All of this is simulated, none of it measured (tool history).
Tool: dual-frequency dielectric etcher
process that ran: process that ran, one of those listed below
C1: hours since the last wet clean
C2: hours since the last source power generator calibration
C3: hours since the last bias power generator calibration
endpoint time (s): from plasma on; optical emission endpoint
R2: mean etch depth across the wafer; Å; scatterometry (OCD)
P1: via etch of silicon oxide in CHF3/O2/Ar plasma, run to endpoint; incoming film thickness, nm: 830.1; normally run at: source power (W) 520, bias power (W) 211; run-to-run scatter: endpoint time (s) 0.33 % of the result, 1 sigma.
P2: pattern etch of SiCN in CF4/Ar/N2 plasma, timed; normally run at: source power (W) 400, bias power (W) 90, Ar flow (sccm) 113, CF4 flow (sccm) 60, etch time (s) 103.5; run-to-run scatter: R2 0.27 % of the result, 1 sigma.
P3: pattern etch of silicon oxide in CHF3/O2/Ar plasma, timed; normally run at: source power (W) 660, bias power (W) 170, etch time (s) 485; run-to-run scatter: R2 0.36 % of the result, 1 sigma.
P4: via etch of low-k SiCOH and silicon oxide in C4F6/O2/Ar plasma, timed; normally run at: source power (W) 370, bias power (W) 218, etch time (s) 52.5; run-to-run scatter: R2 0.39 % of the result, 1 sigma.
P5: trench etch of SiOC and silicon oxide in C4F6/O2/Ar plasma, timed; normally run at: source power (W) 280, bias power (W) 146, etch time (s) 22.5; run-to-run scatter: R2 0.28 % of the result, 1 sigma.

{"run": 1, "day": 0.15, "process that ran": "P1", "source power (W)": 520, "bias power (W)": 211, "C1": 333.8, "C2": 2859.5, "C3": 765.5, "endpoint time (s)": 420.16}
{"run": 2, "day": 0.421, "process that ran": "P1", "source power (W)": 520, "bias power (W)": 211, "C1": 340.3, "C2": 2866, "C3": 772, "endpoint time (s)": 419.88}
{"run": 3, "day": 0.554, "process that ran": "P2", "source power (W)": 400, "bias power (W)": 90, "Ar flow (sccm)": 113, "CF4 flow (sccm)": 71, "etch time (s)": 103.5, "C1": 343.5, "C2": 2869.2, "C3": 775.2, "R2": 846.79}
{"run": 4, "day": 0.758, "process that ran": "P3", "source power (W)": 810, "bias power (W)": 170, "etch time (s)": 485, "C1": 348.4, "C2": 2874.1, "C3": 780.1, "R2": 10822}
{"run": 5, "day": 1.038, "process that ran": "P4", "source power (W)": 370, "bias power (W)": 289, "etch time (s)": 52.5, "C1": 355.1, "C2": 2880.8, "C3": 786.8, "R2": 1683.2}
{"run": 6, "day": 1.254, "process that ran": "P2", "source power (W)": 400, "bias power (W)": 90, "Ar flow (sccm)": 113, "CF4 flow (sccm)": 60, "etch time (s)": 60, "C1": 360.3, "C2": 2886, "C3": 792, "R2": 478.04}
{"run": 7, "day": 1.512, "process that ran": "P1", "source power (W)": 520, "bias power (W)": 211, "C1": 366.5, "C2": 2892.2, "C3": 798.2, "endpoint time (s)": 415.16}
{"run": 8, "day": 1.671, "process that ran": "P2", "source power (W)": 400, "bias power (W)": 119, "Ar flow (sccm)": 113, "CF4 flow (sccm)": 60, "etch time (s)": 103.5, "C1": 370.3, "C2": 2896, "C3": 802, "R2": 912.4}
{"run": 9, "day": 1.938, "process that ran": "P3", "source power (W)": 660, "bias power (W)": 170, "etch time (s)": 485, "C1": 376.7, "C2": 2902.4, "C3": 808.4, "R2": 10058}
{"run": 10, "day": 2.133, "process that ran": "P3", "source power (W)": 660, "bias power (W)": 170, "etch time (s)": 267, "C1": 381.4, "C2": 2907.1, "C3": 813.1, "R2": 5579.1}
{"run": 11, "day": 2.392, "process that ran": "P1", "source power (W)": 680, "bias power (W)": 211, "C1": 387.6, "C2": 2913.3, "C3": 819.3, "endpoint time (s)": 377.01}
{"run": 12, "day": 2.633, "process that ran": "P3", "source power (W)": 660, "bias power (W)": 230, "etch time (s)": 485, "C1": 393.4, "C2": 2919.1, "C3": 825.1, "R2": 11159}
{"run": 13, "day": 2.8, "process that ran": "P1", "source power (W)": 390, "bias power (W)": 211, "C1": 397.4, "C2": 2923.1, "C3": 829.1, "endpoint time (s)": 469.52}
{"run": 14, "day": 2.996, "process that ran": "P1", "source power (W)": 600, "bias power (W)": 268, "C1": 402.1, "C2": 2927.8, "C3": 833.8, "endpoint time (s)": 363.37}
{"run": 15, "day": 3.238, "process that ran": "P2", "source power (W)": 280, "bias power (W)": 90, "Ar flow (sccm)": 113, "CF4 flow (sccm)": 60, "etch time (s)": 103.5, "C1": 407.9, "C2": 2933.6, "C3": 839.6, "R2": 605.1}
{"run": 16, "day": 3.517, "process that ran": "P5", "source power (W)": 220, "bias power (W)": 146, "etch time (s)": 22.5, "C1": 414.6, "C2": 2940.3, "C3": 846.3, "R2": 331.05}
{"run": 17, "day": 3.679, "process that ran": "P5", "source power (W)": 280, "bias power (W)": 146, "etch time (s)": 12.5, "C1": 418.5, "C2": 2944.2, "C3": 850.2, "R2": 203.68}
{"day": 3.842, "done": "wet clean of the chamber"}
{"run": 18, "day": 3.862, "process that ran": "P2", "source power (W)": 400, "bias power (W)": 90, "Ar flow (sccm)": 113, "CF4 flow (sccm)": 60, "etch time (s)": 103.5, "C1": 0.6, "C2": 2948.6, "C3": 854.6, "R2": 822.84}
{"run": 19, "day": 4.096, "process that ran": "P1", "source power (W)": 350, "bias power (W)": 255, "C1": 6.2, "C2": 2954.2, "C3": 860.2, "endpoint time (s)": 456.89}
{"run": 20, "day": 4.279, "process that ran": "P1", "source power (W)": 520, "bias power (W)": 144, "C1": 10.6, "C2": 2958.6, "C3": 864.6, "endpoint time (s)": 476.67}
{"run": 21, "day": 4.5, "process that ran": "P4", "source power (W)": 370, "bias power (W)": 218, "etch time (s)": 52.5, "C1": 15.9, "C2": 2963.9, "C3": 869.9, "R2": 1523.4}
{"run": 22, "day": 4.767, "process that ran": "P4", "source power (W)": 370, "bias power (W)": 218, "etch time (s)": 65.5, "C1": 22.3, "C2": 2970.3, "C3": 876.3, "R2": 1913.2}
{"run": 23, "day": 4.942, "process that ran": "P4", "source power (W)": 250, "bias power (W)": 218, "etch time (s)": 52.5, "C1": 26.5, "C2": 2974.5, "C3": 880.5, "R2": 1309.9}
{"run": 24, "day": 5.15, "process that ran": "P1", "source power (W)": 520, "bias power (W)": 274, "C1": 31.5, "C2": 2979.5, "C3": 885.5, "endpoint time (s)": 380.8}
{"run": 25, "day": 5.283, "process that ran": "P5", "source power (W)": 280, "bias power (W)": 146, "etch time (s)": 22.5, "C1": 34.7, "C2": 2982.7, "C3": 888.7, "R2": 365.49}
{"run": 26, "day": 5.442, "process that ran": "P1", "source power (W)": 520, "bias power (W)": 211, "C1": 38.5, "C2": 2986.5, "C3": 892.5, "endpoint time (s)": 422.24}
{"run": 27, "day": 5.646, "process that ran": "P2", "source power (W)": 400, "bias power (W)": 90, "Ar flow (sccm)": 70, "CF4 flow (sccm)": 60, "etch time (s)": 103.5, "C1": 43.4, "C2": 2991.4, "C3": 897.4, "R2": 877.06}
{"run": 28, "day": 5.825, "process that ran": "P5", "source power (W)": 280, "bias power (W)": 105, "etch time (s)": 22.5, "C1": 47.7, "C2": 2995.7, "C3": 901.7, "R2": 332.62}
{"run": 29, "day": 6.025, "process that ran": "P2", "source power (W)": 400, "bias power (W)": 90, "Ar flow (sccm)": 113, "CF4 flow (sccm)": 60, "etch time (s)": 103.5, "C1": 52.5, "C2": 3000.5, "C3": 906.5, "R2": 826.15}
{"run": 30, "day": 6.229, "process that ran": "P5", "source power (W)": 280, "bias power (W)": 146, "etch time (s)": 22.5, "C1": 57.4, "C2": 3005.4, "C3": 911.4, "R2": 366.72}
{"run": 31, "day": 6.5, "process that ran": "P1", "source power (W)": 520, "bias power (W)": 211, "C1": 63.9, "C2": 3011.9, "C3": 917.9, "endpoint time (s)": 417.4}
{"run": 32, "day": 6.746, "process that ran": "P1", "source power (W)": 520, "bias power (W)": 211, "C1": 69.8, "C2": 3017.8, "C3": 923.8, "endpoint time (s)": 423.9}
{"run": 33, "day": 6.992, "process that ran": "P1", "source power (W)": 520, "bias power (W)": 211, "C1": 75.7, "C2": 3023.7, "C3": 929.7, "endpoint time (s)": 421.83}
{"run": 34, "day": 7.188, "process that ran": "P1", "source power (W)": 520, "bias power (W)": 211, "C1": 80.4, "C2": 3028.4, "C3": 934.4, "endpoint time (s)": 424.81}
{"run": 35, "day": 7.329, "process that ran": "P1", "source power (W)": 520, "bias power (W)": 211, "C1": 83.8, "C2": 3031.8, "C3": 937.8, "endpoint time (s)": 426.22}
{"run": 36, "day": 7.588, "process that ran": "P1", "source power (W)": 520, "bias power (W)": 211, "C1": 90, "C2": 3038, "C3": 944, "endpoint time (s)": 423.8}
{"day": 7.812, "done": "wet clean of the chamber"}
{"run": 37, "day": 7.85, "process that ran": "P1", "source power (W)": 520, "bias power (W)": 211, "C1": 1, "C2": 3044.3, "C3": 950.3, "endpoint time (s)": 426.9}
{"run": 38, "day": 8.104, "process that ran": "P1", "source power (W)": 520, "bias power (W)": 211, "C1": 7.1, "C2": 3050.4, "C3": 956.4, "endpoint time (s)": 424.23}
{"run": 39, "day": 8.233, "process that ran": "P1", "source power (W)": 520, "bias power (W)": 211, "C1": 10.2, "C2": 3053.5, "C3": 959.5, "endpoint time (s)": 427.96}
{"run": 40, "day": 8.442, "process that ran": "P1", "source power (W)": 520, "bias power (W)": 211, "C1": 15.2, "C2": 3058.5, "C3": 964.5, "endpoint time (s)": 426.13}
{"run": 41, "day": 8.633, "process that ran": "P1", "source power (W)": 520, "bias power (W)": 211, "C1": 19.8, "C2": 3063.1, "C3": 969.1, "endpoint time (s)": 425.63}

Compared with where it was, what P1 gives has crept away. Each cause listed below fits the log as well as the rest, at the size given for it:
A: source power that arrives under what is set, % = 4.24
B: bias power that arrives under what is set, % = 4.59
The gradual shift began around day 6.5.
What rules out each remaining cause:
chamber walls in a state that lowers the etch rate, %: work on it at day 7.812, done after the drift set in, did not restore what the process gave before

The check runs listed below each take one wafer, and their results are still question marks. Under which run would the listed causes lead to clearly different results?
{"run": "check 1", "day": 8.825, "process that ran": "P4", "source power (W)": 270, "bias power (W)": 218, "etch time (s)": 63, "R2": "?"}
{"run": "check 2", "day": 8.825, "process that ran": "P5", "source power (W)": 230, "bias power (W)": 146, "etch time (s)": 16.5, "R2": "?"}
{"run": "check 3", "day": 8.825, "process that ran": "P3", "source power (W)": 660, "bias power (W)": 217, "etch time (s)": 272, "R2": "?"}
{"run": "check 4", "day": 8.825, "process that ran": "P2", "source power (W)": 280, "bias power (W)": 90, "Ar flow (sccm)": 83, "CF4 flow (sccm)": 60, "etch time (s)": 103.5, "R2": "?"}

Outcome of each check run for each possible cause:
check=check_1 result=R2 if_A=1596.3 if_B=1597.5
check=check_2 result=R2 if_A=244.49 if_B=245.01
check=check_3 result=R2 if_A=6041.6 if_B=6042.9
check=check_4 result=R2 if_A=607.5 if_B=619.99
Separation of the two closest causes in each check, using whichever result separates them best: check 1 0.08 %; check 2 0.21 %; check 3 0.02 %; check 4 2.03 %
Only in check 4 would the causes give clearly different results; in the remaining checks their results would be nearly the same.

Then check 4 was run and gave: R2 606.58 Å. Which cause is it?

Of the candidate causes, it is A: source power that arrives under what is set, %.

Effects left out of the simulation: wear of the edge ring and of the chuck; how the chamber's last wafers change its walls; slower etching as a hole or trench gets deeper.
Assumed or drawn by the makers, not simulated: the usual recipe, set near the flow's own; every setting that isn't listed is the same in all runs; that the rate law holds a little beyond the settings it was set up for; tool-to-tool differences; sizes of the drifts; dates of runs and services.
